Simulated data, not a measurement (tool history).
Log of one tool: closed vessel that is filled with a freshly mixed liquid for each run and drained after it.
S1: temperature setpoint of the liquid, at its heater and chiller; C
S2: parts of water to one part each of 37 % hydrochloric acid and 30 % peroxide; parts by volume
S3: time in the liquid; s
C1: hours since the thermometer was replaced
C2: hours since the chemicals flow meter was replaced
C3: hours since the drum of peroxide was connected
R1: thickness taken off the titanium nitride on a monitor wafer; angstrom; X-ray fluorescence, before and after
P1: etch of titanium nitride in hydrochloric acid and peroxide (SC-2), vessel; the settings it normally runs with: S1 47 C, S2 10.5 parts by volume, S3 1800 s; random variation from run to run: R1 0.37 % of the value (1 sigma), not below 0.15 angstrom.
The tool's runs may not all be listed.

run,day,S1,S2,S3,C1,C2,C3,R1
1,0.446,47,10.5,1800,392.6,1310.5,694.6,379.58
2,0.675,47,10.5,1800,398.1,1316,700.1,380.44
3,1.133,35.5,7,1800,409.1,1327,711.1,237.33
4,1.567,47,10.5,1800,419.5,1337.4,721.5,382.06
5,2.025,47,17.5,2840,430.5,1348.4,732.5,385.97
6,2.421,47,4,1800,440,1357.9,742,797.53
7,2.892,47,10.5,1800,451.3,1369.2,753.3,380.58
8,3.183,47,5,3385,458.3,1376.2,760.3,1292.4
9,3.508,47,16,1800,466.1,1384,768.1,264.62
10,3.775,47,10.5,950,472.5,1390.4,774.5,201.65
11,4.108,47,10.5,3590,480.5,1398.4,782.5,763.63
12,4.421,47,10.5,1800,488,1405.9,790,383.03
13,4.846,38,10.5,1800,498.2,1416.1,800.2,203.77
14,5.171,60.5,10.5,1800,506,1423.9,808,929.84
# day 5.212: new drum of peroxide connected
15,5.517,47,10.5,1800,514.3,1432.2,7.3,380.79
16,5.988,47,10.5,1800,525.6,1443.5,18.6,380.4
17,6.242,47,10.5,1800,531.7,1449.6,24.7,396.18
18,6.471,47,10.5,1800,537.2,1455.1,30.2,404.09
19,6.758,47,10.5,1800,544.1,1462,37.1,407
20,6.992,47,10.5,1800,549.7,1467.6,42.7,414.18
21,7.329,47,10.5,1800,557.8,1475.7,50.8,415.56
22,7.771,47,10.5,1800,568.4,1486.3,61.4,412.61

P1 no longer gives what it gave before; its output has crept away from where it was. The following 2 causes, each at its listed size, fit the log equally well:
A: liquid hotter than its thermometer reads (K) = 1.2
B: chemicals flow above the setpoint (%) = 10.2
The creep began at about day 5.988.
Ruled out, with reasons:
peroxide weaker than its label (%): limited to 8, which would change R1 by -7.4 %, either short of the creep or opposite in sign

The 4 check runs listed below each average the results of 2 wafers, and their outcomes are marked with question marks. Under which run would the listed causes produce clearly different results?
check 1,8.212,47,15,3430,,,,?
check 2,8.212,47,15.5,3510,,,,?
check 3,8.212,38,4,1800,,,,?
check 4,8.212,60.5,10.5,3360,,,,?

Expected result of each check under each candidate cause:
check,result,if A,if B
check 1,R1,580.38,582.68
check 2,R1,576.94,579.46
check 3,R1,462.22,452.02
check 4,R1,1852.1,1863.6
Separation of the two closest causes in each check, using whichever result separates them best: check 1 0.4 %; check 2 0.43 %; check 3 2.23 %; check 4 0.62 %
The causes can be told apart only by check 3. The other checks would give nearly the same results under each of them.

Here is what check 3 returned: R1 463.41 angstrom. Which cause is it?

A is the cause: liquid hotter than its thermometer reads (K).
